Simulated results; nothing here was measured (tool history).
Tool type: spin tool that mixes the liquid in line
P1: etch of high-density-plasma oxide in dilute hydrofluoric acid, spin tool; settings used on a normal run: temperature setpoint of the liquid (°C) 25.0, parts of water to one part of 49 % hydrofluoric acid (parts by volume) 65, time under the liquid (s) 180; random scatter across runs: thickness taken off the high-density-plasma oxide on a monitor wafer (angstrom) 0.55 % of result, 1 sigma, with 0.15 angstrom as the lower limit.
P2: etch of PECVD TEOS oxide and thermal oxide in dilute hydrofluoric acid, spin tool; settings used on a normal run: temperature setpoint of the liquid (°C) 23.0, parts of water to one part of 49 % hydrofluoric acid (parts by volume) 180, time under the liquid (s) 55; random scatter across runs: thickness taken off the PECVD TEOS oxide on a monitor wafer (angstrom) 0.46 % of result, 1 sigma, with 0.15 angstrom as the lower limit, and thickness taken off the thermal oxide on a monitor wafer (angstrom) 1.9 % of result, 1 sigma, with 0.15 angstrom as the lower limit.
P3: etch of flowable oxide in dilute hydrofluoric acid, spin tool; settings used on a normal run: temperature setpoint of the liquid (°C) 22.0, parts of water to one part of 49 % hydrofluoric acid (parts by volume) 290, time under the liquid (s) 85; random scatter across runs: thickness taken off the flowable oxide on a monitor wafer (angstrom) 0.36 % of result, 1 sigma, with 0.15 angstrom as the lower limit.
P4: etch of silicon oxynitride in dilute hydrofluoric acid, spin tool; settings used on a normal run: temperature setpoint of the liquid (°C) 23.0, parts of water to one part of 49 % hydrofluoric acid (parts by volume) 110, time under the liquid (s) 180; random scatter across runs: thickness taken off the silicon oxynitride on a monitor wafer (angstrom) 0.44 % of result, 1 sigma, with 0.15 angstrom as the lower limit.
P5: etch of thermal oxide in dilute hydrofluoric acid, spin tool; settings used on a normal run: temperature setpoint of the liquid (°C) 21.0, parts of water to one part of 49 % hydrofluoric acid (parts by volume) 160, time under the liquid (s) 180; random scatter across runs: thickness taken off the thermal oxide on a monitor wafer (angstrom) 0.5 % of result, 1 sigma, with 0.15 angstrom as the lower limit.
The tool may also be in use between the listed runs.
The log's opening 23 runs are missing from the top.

run     day  process that ran  temperature setpoint of the liquid (°C)  parts of water to one part of 49 % hydrofluoric acid (parts by volume)  time under the liquid (s)  hours since the thermometer was replaced  hours since the hydrofluoric acid flow meter was replaced  thickness taken off the high-density-plasma oxide on a monitor wafer (angstrom)  thickness taken off the flowable oxide on a monitor wafer (angstrom)  thickness taken off the silicon oxynitride on a monitor wafer (angstrom)  thickness taken off the thermal oxide on a monitor wafer (angstrom)  thickness taken off the PECVD TEOS oxide on a monitor wafer (angstrom)
      8.646  -- thermometer replaced
 24   8.883                P5                                     21.0                                                                     160                        180                                       5.7                                                      335.1                                                                                                                                                                                                                                                                                               43.5400
 25   9.229                P1                                     25.0                                                                      65                        180                                      14.0                                                      343.4                                                                          172.230
 26   9.688                P5                                     21.0                                                                     160                         25                                      25.0                                                      354.4                                                                                                                                                                                                                                                                                                5.9835
 27   9.929                P1                                     25.0                                                                      20                        180                                      30.8                                                      360.2                                                                          592.200
 28  10.283                P1                                     25.0                                                                      65                        180                                      39.3                                                      368.7                                                                          169.650
 29  10.504                P3                                     22.0                                                                     290                         85                                      44.6                                                      374.0                                                                                                                                                117.720
 30  10.904                P2                                     17.0                                                                     180                         55                                      54.2                                                      383.6                                                                                                                                                                                                                                                                                               10.7600                                                                  50.700
 31  11.121                P1                                     25.0                                                                      65                        180                                      59.4                                                      388.8                                                                          171.590
 32  11.596                P2                                     23.0                                                                     180                         55                                      70.8                                                      400.2                                                                                                                                                                                                                                                                                               13.6080                                                                  64.800
 33  11.892                P4                                     23.0                                                                     110                        180                                      77.9                                                      407.3                                                                                                                                                                                                                           60.563
 34  12.312                P1                                     25.0                                                                      65                        180                                      88.0                                                      417.4                                                                          171.140
 35  12.742                P1                                     25.0                                                                      65                        180                                      98.3                                                      427.7                                                                          170.500
 36  13.188                P1                                     25.0                                                                      65                        180                                     109.0                                                      438.4                                                                          178.760
 37  13.512                P1                                     25.0                                                                      65                        180                                     116.8                                                      446.2                                                                          183.990

Predict the results of run 38:
 38  13.950                P1                                     25.0                                                                      65                        180                                     127.3                                                      456.7                                                                                ?

{"run 38": {"thickness taken off the high-density-plasma oxide on a monitor wafer (angstrom)": 184.67}}

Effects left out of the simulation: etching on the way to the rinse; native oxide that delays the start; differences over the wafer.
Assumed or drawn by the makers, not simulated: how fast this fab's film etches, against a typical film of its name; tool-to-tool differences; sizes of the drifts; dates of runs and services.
